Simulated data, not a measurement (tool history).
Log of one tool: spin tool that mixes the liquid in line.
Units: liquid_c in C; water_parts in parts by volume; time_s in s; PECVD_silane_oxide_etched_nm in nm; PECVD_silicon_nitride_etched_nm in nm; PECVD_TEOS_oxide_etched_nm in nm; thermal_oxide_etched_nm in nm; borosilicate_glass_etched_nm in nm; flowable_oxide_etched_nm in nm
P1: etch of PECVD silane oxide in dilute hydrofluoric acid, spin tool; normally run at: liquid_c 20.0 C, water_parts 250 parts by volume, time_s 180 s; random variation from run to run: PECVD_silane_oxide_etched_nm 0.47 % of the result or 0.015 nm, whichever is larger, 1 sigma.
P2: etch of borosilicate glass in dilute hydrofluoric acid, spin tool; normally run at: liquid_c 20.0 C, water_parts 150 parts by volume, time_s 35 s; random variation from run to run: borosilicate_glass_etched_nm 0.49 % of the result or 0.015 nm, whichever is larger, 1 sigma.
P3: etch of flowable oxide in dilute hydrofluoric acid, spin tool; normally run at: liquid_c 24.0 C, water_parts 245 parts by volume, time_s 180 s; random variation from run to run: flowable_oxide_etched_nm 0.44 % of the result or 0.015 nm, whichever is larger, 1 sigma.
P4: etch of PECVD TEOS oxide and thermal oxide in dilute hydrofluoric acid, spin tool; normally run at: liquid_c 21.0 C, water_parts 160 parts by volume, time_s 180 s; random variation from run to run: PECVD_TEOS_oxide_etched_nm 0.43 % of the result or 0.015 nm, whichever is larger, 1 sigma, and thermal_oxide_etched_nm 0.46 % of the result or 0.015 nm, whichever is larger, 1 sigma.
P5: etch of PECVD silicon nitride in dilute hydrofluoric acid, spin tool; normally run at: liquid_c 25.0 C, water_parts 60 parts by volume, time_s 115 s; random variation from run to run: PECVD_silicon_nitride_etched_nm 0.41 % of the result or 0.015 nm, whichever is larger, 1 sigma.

run,hour,process,liquid_c,water_parts,time_s,hours since the thermometer was replaced,hours since the hydrofluoric acid flow meter was replaced,PECVD_silane_oxide_etched_nm,PECVD_silicon_nitride_etched_nm,PECVD_TEOS_oxide_etched_nm,thermal_oxide_etched_nm,borosilicate_glass_etched_nm,flowable_oxide_etched_nm
1,5.3,P1,20.0,250,180,1473.5,385.1,9.8269,,,,,
2,8.4,P5,20.5,60,115,1476.6,388.2,,6.9705,,,,
3,12.1,P1,20.0,250,180,1480.3,391.9,9.8280,,,,,
4,16.9,P1,20.0,380,180,1485.1,396.7,5.7573,,,,,
5,21.2,P4,21.0,160,180,1489.4,401.0,,,8.6625,4.30660,,
6,26.3,P2,20.0,150,35,1494.5,406.1,,,,,6.6411,
7,31.9,P4,17.0,160,180,1500.1,411.7,,,7.3841,3.67660,,
8,35.5,P4,21.0,160,40,1503.7,415.3,,,1.9128,0.96451,,
9,39.2,P3,24.0,245,180,1507.4,419.0,,,,,,25.533
10,43.8,P1,20.0,250,265,1512.0,423.6,14.4900,,,,,
11,47.9,P1,20.0,250,180,1516.1,427.7,9.8537,,,,,
12,50.6,P3,31.0,245,180,1518.8,430.4,,,,,,32.207
13,55.6,P1,28.0,250,310,1523.8,435.4,22.4910,,,,,
14,61.3,P1,17.0,250,180,1529.5,441.1,8.7652,,,,,
15,65.8,P2,20.0,150,15,1534.0,445.6,,,,,2.8439,
16,70.1,P1,20.0,145,35,1538.3,449.9,3.6673,,,,,
17,74.1,P1,20.0,155,180,1542.3,453.9,17.5830,,,,,
18,79.7,P5,25.0,60,40,1547.9,459.5,,3.2928,,,,
19,84.6,P1,20.0,250,180,1552.8,464.4,9.8323,,,,,

Forecast run 20:
20,89.6,P5,25.0,60,115,1557.8,469.4,,?,,,,

PECVD_silicon_nitride_etched_nm: 9.5452 nm
